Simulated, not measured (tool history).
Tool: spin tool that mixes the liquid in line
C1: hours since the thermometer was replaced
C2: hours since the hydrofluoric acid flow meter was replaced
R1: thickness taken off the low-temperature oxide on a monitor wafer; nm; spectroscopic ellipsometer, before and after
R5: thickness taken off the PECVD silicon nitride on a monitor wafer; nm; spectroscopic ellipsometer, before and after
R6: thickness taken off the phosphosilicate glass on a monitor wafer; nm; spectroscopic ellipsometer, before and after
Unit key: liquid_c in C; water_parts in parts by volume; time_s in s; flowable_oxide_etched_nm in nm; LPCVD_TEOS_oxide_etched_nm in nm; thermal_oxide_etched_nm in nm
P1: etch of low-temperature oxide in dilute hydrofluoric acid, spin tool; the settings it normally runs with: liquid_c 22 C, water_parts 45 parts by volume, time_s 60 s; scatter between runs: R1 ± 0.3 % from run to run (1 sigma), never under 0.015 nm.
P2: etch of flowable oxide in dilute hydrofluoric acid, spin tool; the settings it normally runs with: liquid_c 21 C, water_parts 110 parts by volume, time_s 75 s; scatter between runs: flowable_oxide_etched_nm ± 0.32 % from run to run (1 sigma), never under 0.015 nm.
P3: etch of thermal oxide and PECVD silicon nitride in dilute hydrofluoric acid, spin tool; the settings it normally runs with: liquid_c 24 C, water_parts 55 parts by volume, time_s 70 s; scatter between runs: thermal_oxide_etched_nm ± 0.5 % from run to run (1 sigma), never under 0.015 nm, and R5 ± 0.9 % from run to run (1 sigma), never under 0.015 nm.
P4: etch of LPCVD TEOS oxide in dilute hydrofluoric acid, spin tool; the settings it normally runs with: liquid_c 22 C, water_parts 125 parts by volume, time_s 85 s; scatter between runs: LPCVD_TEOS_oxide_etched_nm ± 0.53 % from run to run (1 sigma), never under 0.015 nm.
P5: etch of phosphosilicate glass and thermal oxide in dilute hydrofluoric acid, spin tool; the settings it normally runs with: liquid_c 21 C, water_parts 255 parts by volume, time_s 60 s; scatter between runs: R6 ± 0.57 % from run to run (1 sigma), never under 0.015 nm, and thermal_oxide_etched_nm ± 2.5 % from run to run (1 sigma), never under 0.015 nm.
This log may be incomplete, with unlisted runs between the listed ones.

{"run": 1, "hour": 9.5, "process": "P1", "liquid_c": 22, "water_parts": 45, "time_s": 60, "C1": 800.2, "C2": 277.9, "R1": 30.686}
{"run": 2, "hour": 19.2, "process": "P1", "liquid_c": 17.5, "water_parts": 45, "time_s": 60, "C1": 809.9, "C2": 287.6, "R1": 25.385}
{"run": 3, "hour": 33.3, "process": "P2", "liquid_c": 21, "water_parts": 110, "time_s": 75, "C1": 824, "C2": 301.7, "flowable_oxide_etched_nm": 26.011}
{"run": 4, "hour": 44.5, "process": "P1", "liquid_c": 22, "water_parts": 45, "time_s": 60, "C1": 835.2, "C2": 312.9, "R1": 30.861}
{"run": 5, "hour": 56.4, "process": "P4", "liquid_c": 27.5, "water_parts": 125, "time_s": 85, "C1": 847.1, "C2": 324.8, "LPCVD_TEOS_oxide_etched_nm": 31.501}
{"run": 6, "hour": 66.7, "process": "P1", "liquid_c": 22, "water_parts": 45, "time_s": 60, "C1": 857.4, "C2": 335.1, "R1": 30.766}
{"run": 7, "hour": 80.3, "process": "P1", "liquid_c": 22, "water_parts": 20, "time_s": 60, "C1": 871, "C2": 348.7, "R1": 71.281}
{"run": 8, "hour": 92.1, "process": "P3", "liquid_c": 24, "water_parts": 55, "time_s": 70, "C1": 882.8, "C2": 360.5, "thermal_oxide_etched_nm": 6.3456, "R5": 2.7562}
{"run": 9, "hour": 108.0, "process": "P5", "liquid_c": 21, "water_parts": 65, "time_s": 60, "C1": 898.7, "C2": 376.4, "thermal_oxide_etched_nm": 4.0375, "R6": 104.37}
{"run": 10, "hour": 115.3, "process": "P1", "liquid_c": 22, "water_parts": 45, "time_s": 30, "C1": 906, "C2": 383.7, "R1": 15.423}
{"run": 11, "hour": 130.8, "process": "P2", "liquid_c": 17, "water_parts": 110, "time_s": 75, "C1": 921.5, "C2": 399.2, "flowable_oxide_etched_nm": 22.093}
{"run": 12, "hour": 139.7, "process": "P2", "liquid_c": 21, "water_parts": 110, "time_s": 75, "C1": 930.4, "C2": 408.1, "flowable_oxide_etched_nm": 25.824}
{"run": 13, "hour": 153.2, "process": "P1", "liquid_c": 22, "water_parts": 45, "time_s": 60, "C1": 943.9, "C2": 421.6, "R1": 30.759}
{"run": 14, "hour": 165.4, "process": "P3", "liquid_c": 24, "water_parts": 55, "time_s": 130, "C1": 956.1, "C2": 433.8, "thermal_oxide_etched_nm": 11.938, "R5": 5.0705}
{"run": 15, "hour": 177.5, "process": "P4", "liquid_c": 22, "water_parts": 30, "time_s": 85, "C1": 968.2, "C2": 445.9, "LPCVD_TEOS_oxide_etched_nm": 120.68}
{"run": 16, "hour": 186.6, "process": "P1", "liquid_c": 22, "water_parts": 70, "time_s": 60, "C1": 977.3, "C2": 455, "R1": 19.198}
{"run": 17, "hour": 197.2, "process": "P5", "liquid_c": 21, "water_parts": 255, "time_s": 60, "C1": 987.9, "C2": 465.6, "thermal_oxide_etched_nm": 0.83423, "R6": 21.903}
{"run": 18, "hour": 204.9, "process": "P1", "liquid_c": 26.5, "water_parts": 45, "time_s": 60, "C1": 995.6, "C2": 473.3, "R1": 37.135}
{"run": 19, "hour": 214.1, "process": "P4", "liquid_c": 22, "water_parts": 125, "time_s": 165, "C1": 1004.8, "C2": 482.5, "LPCVD_TEOS_oxide_etched_nm": 49.714}
{"run": 20, "hour": 223.8, "process": "P1", "liquid_c": 22, "water_parts": 45, "time_s": 110, "C1": 1014.5, "C2": 492.2, "R1": 56.276}
{"run": 21, "hour": 235.9, "process": "P2", "liquid_c": 21, "water_parts": 45, "time_s": 75, "C1": 1026.6, "C2": 504.3, "flowable_oxide_etched_nm": 68.217}
{"run": 22, "hour": 250.1, "process": "P3", "liquid_c": 18, "water_parts": 55, "time_s": 70, "C1": 1040.8, "C2": 518.5, "thermal_oxide_etched_nm": 4.9664, "R5": 1.7966}
{"run": 23, "hour": 264.5, "process": "P5", "liquid_c": 21, "water_parts": 255, "time_s": 60, "C1": 1055.2, "C2": 532.9, "thermal_oxide_etched_nm": 0.83772, "R6": 21.802}
{"run": 24, "hour": 276.0, "process": "P1", "liquid_c": 17, "water_parts": 70, "time_s": 60, "C1": 1066.7, "C2": 544.4, "R1": 15.437}
{"run": 25, "hour": 290.4, "process": "P3", "liquid_c": 24, "water_parts": 20, "time_s": 70, "C1": 1081.1, "C2": 558.8, "thermal_oxide_etched_nm": 18.337, "R5": 7.4518}
{"run": 26, "hour": 300.0, "process": "P4", "liquid_c": 22, "water_parts": 125, "time_s": 85, "C1": 1090.7, "C2": 568.4, "LPCVD_TEOS_oxide_etched_nm": 25.328}
{"run": 27, "hour": 308.5, "process": "P5", "liquid_c": 21, "water_parts": 255, "time_s": 15, "C1": 1099.2, "C2": 576.9, "thermal_oxide_etched_nm": 0.18797, "R6": 5.4356}
{"run": 28, "hour": 321.9, "process": "P2", "liquid_c": 21, "water_parts": 110, "time_s": 115, "C1": 1112.6, "C2": 590.3, "flowable_oxide_etched_nm": 39.815}
{"run": 29, "hour": 332.8, "process": "P5", "liquid_c": 17, "water_parts": 255, "time_s": 60, "C1": 1123.5, "C2": 601.2, "thermal_oxide_etched_nm": 0.72187, "R6": 18.447}
{"run": 30, "hour": 346.0, "process": "P1", "liquid_c": 22, "water_parts": 45, "time_s": 60, "C1": 1136.7, "C2": 614.4, "R1": 30.763}
{"run": 31, "hour": 357.4, "process": "P1", "liquid_c": 22, "water_parts": 45, "time_s": 60, "C1": 1148.1, "C2": 625.8, "R1": 29.937}
{"run": 32, "hour": 371.8, "process": "P1", "liquid_c": 22, "water_parts": 45, "time_s": 60, "C1": 1162.5, "C2": 640.2, "R1": 29.468}
{"run": 33, "hour": 382.6, "process": "P1", "liquid_c": 22, "water_parts": 45, "time_s": 60, "C1": 1173.3, "C2": 651, "R1": 28.897}
{"run": 34, "hour": 394.2, "process": "P1", "liquid_c": 22, "water_parts": 45, "time_s": 60, "C1": 1184.9, "C2": 662.6, "R1": 28.794}
{"run": 35, "hour": 404.7, "process": "P1", "liquid_c": 22, "water_parts": 45, "time_s": 60, "C1": 1195.4, "C2": 673.1, "R1": 28.703}
{"run": 36, "hour": 414.6, "process": "P1", "liquid_c": 22, "water_parts": 45, "time_s": 60, "C1": 1205.3, "C2": 683, "R1": 28.402}
{"run": 37, "hour": 429.4, "process": "P1", "liquid_c": 22, "water_parts": 45, "time_s": 60, "C1": 1220.1, "C2": 697.8, "R1": 28.49}
{"run": 38, "hour": 440.1, "process": "P1", "liquid_c": 22, "water_parts": 45, "time_s": 60, "C1": 1230.8, "C2": 708.5, "R1": 28.495}
{"run": 39, "hour": 452.9, "process": "P1", "liquid_c": 22, "water_parts": 45, "time_s": 60, "C1": 1243.6, "C2": 721.3, "R1": 28.263}
{"run": 40, "hour": 461.6, "process": "P1", "liquid_c": 22, "water_parts": 45, "time_s": 60, "C1": 1252.3, "C2": 730, "R1": 28.336}
{"run": 41, "hour": 472.9, "process": "P1", "liquid_c": 22, "water_parts": 45, "time_s": 60, "C1": 1263.6, "C2": 741.3, "R1": 28.305}

Something has made what P1 gives creep away from where it was; the 2 causes below, each at its own stated size, fit the log equally well:
A: liquid colder than its thermometer reads (K) = 2
B: hydrofluoric acid flow below the setpoint (%) = 7.66
At approximately hour 346, the process output began to creep.

4 check runs are offered, each on 2 wafers whose results are averaged, their results left as question marks. Which one tells the causes apart?
{"run": "check 1", "hour": 484.2, "process": "P3", "liquid_c": 19.5, "water_parts": 55, "time_s": 70, "thermal_oxide_etched_nm": "?", "R5": "?"}
{"run": "check 2", "hour": 484.2, "process": "P4", "liquid_c": 22, "water_parts": 45, "time_s": 85, "LPCVD_TEOS_oxide_etched_nm": "?"}
{"run": "check 3", "hour": 484.2, "process": "P2", "liquid_c": 17, "water_parts": 110, "time_s": 75, "flowable_oxide_etched_nm": "?"}
{"run": "check 4", "hour": 484.2, "process": "P5", "liquid_c": 18, "water_parts": 115, "time_s": 60, "thermal_oxide_etched_nm": "?", "R6": "?"}

If the cause were each of the candidates in turn, the checks would give the following:
check=check_1 result=thermal_oxide_etched_nm if_A=4.8806 if_B=4.8838
check=check_1 result=R5 if_A=1.7774 if_B=1.8925
check=check_2 result=LPCVD_TEOS_oxide_etched_nm if_A=71.783 if_B=71.799
check=check_3 result=flowable_oxide_etched_nm if_A=20.211 if_B=20.125
check=check_4 result=thermal_oxide_etched_nm if_A=1.7725 if_B=1.762
check=check_4 result=R6 if_A=45.433 if_B=45.164
Smallest distance between any two causes, each pair judged by its most separating result, in per cent: check 1 6.27 %; check 2 0.02 %; check 3 0.43 %; check 4 0.59 %
Check 1 is the one run that separates the causes; every other check would come out nearly the same whichever cause is at work.

Check 1 has now been run. It gave: thermal_oxide_etched_nm 4.8799 nm; R5 1.903 nm. Which of the candidate causes is it?

The correct cause is B, namely: hydrofluoric acid flow below the setpoint (%).
